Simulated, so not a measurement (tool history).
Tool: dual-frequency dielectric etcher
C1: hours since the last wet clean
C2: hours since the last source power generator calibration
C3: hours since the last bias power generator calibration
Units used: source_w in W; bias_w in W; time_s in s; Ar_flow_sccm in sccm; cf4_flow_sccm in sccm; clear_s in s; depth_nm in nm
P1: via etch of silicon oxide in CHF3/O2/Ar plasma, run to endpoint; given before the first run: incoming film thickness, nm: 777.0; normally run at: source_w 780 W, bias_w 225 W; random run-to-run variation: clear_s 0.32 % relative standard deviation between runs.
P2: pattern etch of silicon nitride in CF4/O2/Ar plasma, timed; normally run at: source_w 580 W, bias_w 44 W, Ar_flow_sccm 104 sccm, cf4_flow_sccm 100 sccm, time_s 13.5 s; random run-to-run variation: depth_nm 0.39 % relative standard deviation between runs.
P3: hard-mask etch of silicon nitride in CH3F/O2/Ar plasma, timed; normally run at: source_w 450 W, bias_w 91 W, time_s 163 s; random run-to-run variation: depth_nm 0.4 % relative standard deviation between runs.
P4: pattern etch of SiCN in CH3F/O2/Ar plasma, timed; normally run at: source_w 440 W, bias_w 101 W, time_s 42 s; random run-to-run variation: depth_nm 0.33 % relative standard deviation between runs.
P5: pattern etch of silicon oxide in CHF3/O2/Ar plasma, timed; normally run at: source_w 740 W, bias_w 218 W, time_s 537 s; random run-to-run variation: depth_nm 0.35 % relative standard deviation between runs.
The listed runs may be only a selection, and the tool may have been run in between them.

Run 1, hour 7.9: process P1, source_w 780 W, bias_w 225 W; C1 175.1; C2 1349.2; C3 452.1. Result: clear_s 333.04 s.
Run 2, hour 16.1: process P1, source_w 1100 W, bias_w 144 W; C1 183.3; C2 1357.4; C3 460.3. Result: clear_s 336.77 s.
Run 3, hour 25.3: process P3, source_w 450 W, bias_w 91 W, time_s 163 s; C1 192.5; C2 1366.6; C3 469.5. Result: depth_nm 128.48 nm.
Run 4, hour 32.5: process P2, source_w 580 W, bias_w 44 W, time_s 13.5 s, Ar_flow_sccm 104 sccm, cf4_flow_sccm 124 sccm; C1 199.7; C2 1373.8; C3 476.7. Result: depth_nm 28.705 nm.
Run 5, hour 42.6: process P5, source_w 740 W, bias_w 218 W, time_s 537 s; C1 209.8; C2 1383.9; C3 486.8. Result: depth_nm 1298.1 nm.
Run 6, hour 51.6: process P1, source_w 780 W, bias_w 225 W; C1 218.8; C2 1392.9; C3 495.8. Result: clear_s 333.65 s.
Run 7, hour 61.5: process P1, source_w 780 W, bias_w 225 W; C1 228.7; C2 1402.8; C3 505.7. Result: clear_s 331.62 s.
Run 8, hour 71.5: process P3, source_w 450 W, bias_w 91 W, time_s 89.5 s; C1 238.7; C2 1412.8; C3 515.7. Result: depth_nm 71.346 nm.
Run 9, hour 77.7: process P2, source_w 800 W, bias_w 44 W, time_s 13.5 s, Ar_flow_sccm 104 sccm, cf4_flow_sccm 100 sccm; C1 244.9; C2 1419; C3 521.9. Result: depth_nm 36.979 nm.
Run 10, hour 86.4: process P5, source_w 740 W, bias_w 145 W, time_s 537 s; C1 253.6; C2 1427.7; C3 530.6. Result: depth_nm 1123.5 nm.
Run 11, hour 93.9: process P1, source_w 490 W, bias_w 225 W; C1 261.1; C2 1435.2; C3 538.1. Result: clear_s 396.36 s.
Run 12, hour 100.5: process P1, source_w 780 W, bias_w 225 W; C1 267.7; C2 1441.8; C3 544.7. Result: clear_s 331.96 s.
Run 13, hour 105.7: process P1, source_w 780 W, bias_w 225 W; C1 272.9; C2 1447; C3 549.9. Result: clear_s 332.76 s.
Run 14, hour 110.9: process P2, source_w 580 W, bias_w 44 W, time_s 13.5 s, Ar_flow_sccm 104 sccm, cf4_flow_sccm 100 sccm; C1 278.1; C2 1452.2; C3 555.1. Result: depth_nm 27.879 nm.
Run 15, hour 120.5: process P4, source_w 440 W, bias_w 101 W, time_s 23 s; C1 287.7; C2 1461.8; C3 564.7. Result: depth_nm 9.8464 nm.
Run 16, hour 127.8: process P1, source_w 1070 W, bias_w 165 W; C1 295; C2 1469.1; C3 572. Result: clear_s 326.66 s.
Run 17, hour 133.2: process P3, source_w 280 W, bias_w 91 W, time_s 163 s; C1 300.4; C2 1474.5; C3 577.4. Result: depth_nm 109.2 nm.
Run 18, hour 139.2: process P5, source_w 490 W, bias_w 218 W, time_s 537 s; C1 306.4; C2 1480.5; C3 583.4. Result: depth_nm 1102.6 nm.
Run 19, hour 146.1: process P2, source_w 580 W, bias_w 44 W, time_s 13.5 s, Ar_flow_sccm 132 sccm, cf4_flow_sccm 100 sccm; C1 313.3; C2 1487.4; C3 590.3. Result: depth_nm 27.009 nm.
Run 20, hour 155.9: process P4, source_w 270 W, bias_w 101 W, time_s 42 s; C1 323.1; C2 1497.2; C3 600.1. Result: depth_nm 15.065 nm.
Run 21, hour 164.6: process P4, source_w 440 W, bias_w 101 W, time_s 42 s; C1 331.8; C2 1505.9; C3 608.8. Result: depth_nm 17.98 nm.
Run 22, hour 172.7: process P3, source_w 450 W, bias_w 91 W, time_s 163 s; C1 339.9; C2 1514; C3 616.9. Result: depth_nm 128.91 nm.
Run 23, hour 178: process P5, source_w 740 W, bias_w 218 W, time_s 537 s; C1 345.2; C2 1519.3; C3 622.2. Result: depth_nm 1288.8 nm.
Run 24, hour 186.9: process P2, source_w 580 W, bias_w 44 W, time_s 7.5 s, Ar_flow_sccm 104 sccm, cf4_flow_sccm 100 sccm; C1 354.1; C2 1528.2; C3 631.1. Result: depth_nm 15.444 nm.
Run 25, hour 192.8: process P1, source_w 780 W, bias_w 313 W; C1 360; C2 1534.1; C3 637. Result: clear_s 295.66 s.
Run 26, hour 201.2: process P1, source_w 780 W, bias_w 171 W; C1 368.4; C2 1542.5; C3 645.4. Result: clear_s 363.82 s.
Run 27, hour 207.6: process P1, source_w 1010 W, bias_w 225 W; C1 374.8; C2 1548.9; C3 651.8. Result: clear_s 300.91 s.
Run 28, hour 213.9: process P2, source_w 580 W, bias_w 30 W, time_s 13.5 s, Ar_flow_sccm 104 sccm, cf4_flow_sccm 100 sccm; C1 381.1; C2 1555.2; C3 658.1. Result: depth_nm 24.423 nm.
Run 29, hour 222.2: process P5, source_w 740 W, bias_w 218 W, time_s 352 s; C1 389.4; C2 1563.5; C3 666.4. Result: depth_nm 847.14 nm.
Run 30, hour 231.5: process P4, source_w 440 W, bias_w 67 W, time_s 42 s; C1 398.7; C2 1572.8; C3 675.7. Result: depth_nm 15.515 nm.
At hour 233.3: wet clean of the chamber.
Run 31, hour 240.7: process P2, source_w 580 W, bias_w 44 W, time_s 13.5 s, Ar_flow_sccm 104 sccm, cf4_flow_sccm 100 sccm; C1 7.5; C2 1582; C3 684.9. Result: depth_nm 27.893 nm.
Run 32, hour 247: process P1, source_w 500 W, bias_w 158 W; C1 13.8; C2 1588.3; C3 691.2. Result: clear_s 441.87 s.
Run 33, hour 253.7: process P3, source_w 450 W, bias_w 115 W, time_s 163 s; C1 20.5; C2 1595; C3 697.9. Result: depth_nm 140.84 nm.
Run 34, hour 262: process P1, source_w 780 W, bias_w 225 W; C1 28.8; C2 1603.3; C3 706.2. Result: clear_s 333.26 s.
Run 35, hour 268.3: process P1, source_w 780 W, bias_w 225 W; C1 35.1; C2 1609.6; C3 712.5. Result: clear_s 331.65 s.

Estimate the outcome of run 36 from the log above:
Run 36, hour 272.9: process P1, source_w 780 W, bias_w 225 W; C1 39.7; C2 1614.2; C3 717.1. Result: clear_s ?.

{"run 36": {"clear_s": 329.73}}
